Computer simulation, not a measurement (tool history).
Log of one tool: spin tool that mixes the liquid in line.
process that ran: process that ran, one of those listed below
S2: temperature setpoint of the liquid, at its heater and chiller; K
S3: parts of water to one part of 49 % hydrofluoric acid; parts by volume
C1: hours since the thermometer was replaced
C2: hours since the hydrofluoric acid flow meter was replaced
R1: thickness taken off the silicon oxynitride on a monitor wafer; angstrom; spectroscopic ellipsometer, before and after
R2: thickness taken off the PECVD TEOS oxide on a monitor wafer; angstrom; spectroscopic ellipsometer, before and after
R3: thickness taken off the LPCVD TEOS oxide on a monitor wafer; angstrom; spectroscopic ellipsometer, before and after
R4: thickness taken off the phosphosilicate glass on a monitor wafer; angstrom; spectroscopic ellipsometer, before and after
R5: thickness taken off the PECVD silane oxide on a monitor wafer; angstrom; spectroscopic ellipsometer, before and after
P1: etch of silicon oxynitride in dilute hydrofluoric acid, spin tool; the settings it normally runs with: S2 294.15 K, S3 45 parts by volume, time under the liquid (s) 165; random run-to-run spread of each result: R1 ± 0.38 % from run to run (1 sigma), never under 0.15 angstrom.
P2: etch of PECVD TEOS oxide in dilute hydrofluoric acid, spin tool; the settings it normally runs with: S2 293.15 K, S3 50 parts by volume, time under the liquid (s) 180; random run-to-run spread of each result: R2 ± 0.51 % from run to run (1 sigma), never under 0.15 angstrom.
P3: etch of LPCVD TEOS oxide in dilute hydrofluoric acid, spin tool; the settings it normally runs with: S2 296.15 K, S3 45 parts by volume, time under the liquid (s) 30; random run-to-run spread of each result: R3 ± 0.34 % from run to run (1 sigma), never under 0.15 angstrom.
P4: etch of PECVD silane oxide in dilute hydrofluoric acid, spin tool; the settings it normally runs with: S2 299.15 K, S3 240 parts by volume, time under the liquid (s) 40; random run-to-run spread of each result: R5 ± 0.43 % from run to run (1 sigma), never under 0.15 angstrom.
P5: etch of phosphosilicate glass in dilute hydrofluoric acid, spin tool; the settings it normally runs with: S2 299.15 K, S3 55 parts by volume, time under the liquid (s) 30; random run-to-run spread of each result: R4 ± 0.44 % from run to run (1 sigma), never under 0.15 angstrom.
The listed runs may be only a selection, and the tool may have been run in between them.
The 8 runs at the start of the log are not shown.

Run 9, hour 32.7: process that ran P5, S2 299.15 K, S3 55 parts by volume, time under the liquid (s) 15; C1 1430.2; C2 858.3. Result: R4 261.47 angstrom.
Run 10, hour 37.1: process that ran P1, S2 294.15 K, S3 45 parts by volume, time under the liquid (s) 165; C1 1434.6; C2 862.7. Result: R1 86.1760 angstrom.
Run 11, hour 42.3: process that ran P1, S2 294.15 K, S3 45 parts by volume, time under the liquid (s) 240; C1 1439.8; C2 867.9. Result: R1 124.9500 angstrom.
Run 12, hour 46.5: process that ran P3, S2 296.15 K, S3 20 parts by volume, time under the liquid (s) 30; C1 1444.0; C2 872.1. Result: R3 594.95 angstrom.
Run 13, hour 52.4: process that ran P1, S2 294.15 K, S3 45 parts by volume, time under the liquid (s) 15; C1 1449.9; C2 878.0. Result: R1 7.6911 angstrom.
Run 14, hour 56.0: process that ran P3, S2 296.15 K, S3 45 parts by volume, time under the liquid (s) 15; C1 1453.5; C2 881.6. Result: R3 127.78 angstrom.
At hour 59.1: thermometer replaced.
Run 15, hour 60.1: process that ran P4, S2 299.15 K, S3 240 parts by volume, time under the liquid (s) 40; C1 1.1; C2 885.7. Result: R5 70.804 angstrom.
Run 16, hour 63.8: process that ran P1, S2 299.15 K, S3 45 parts by volume, time under the liquid (s) 165; C1 4.8; C2 889.4. Result: R1 109.6900 angstrom.
Run 17, hour 66.4: process that ran P4, S2 299.15 K, S3 85 parts by volume, time under the liquid (s) 40; C1 7.4; C2 892.0. Result: R5 239.730 angstrom.
Run 18, hour 70.1: process that ran P5, S2 307.15 K, S3 55 parts by volume, time under the liquid (s) 30; C1 11.1; C2 895.7. Result: R4 719.51 angstrom.
Run 19, hour 74.2: process that ran P2, S2 293.15 K, S3 50 parts by volume, time under the liquid (s) 180; C1 15.2; C2 899.8. Result: R2 292.17 angstrom.
Run 20, hour 77.2: process that ran P1, S2 294.15 K, S3 25 parts by volume, time under the liquid (s) 165; C1 18.2; C2 902.8. Result: R1 155.3600 angstrom.
Run 21, hour 82.9: process that ran P2, S2 293.15 K, S3 90 parts by volume, time under the liquid (s) 180; C1 23.9; C2 908.5. Result: R2 153.63 angstrom.

What does the tool deliver on the next run?
Run 22, hour 88.4: process that ran P5, S2 299.15 K, S3 20 parts by volume, time under the liquid (s) 30; C1 29.4; C2 914.0. Result: R4 ?.

Run 22 yielded R4 1522.60 angstrom.
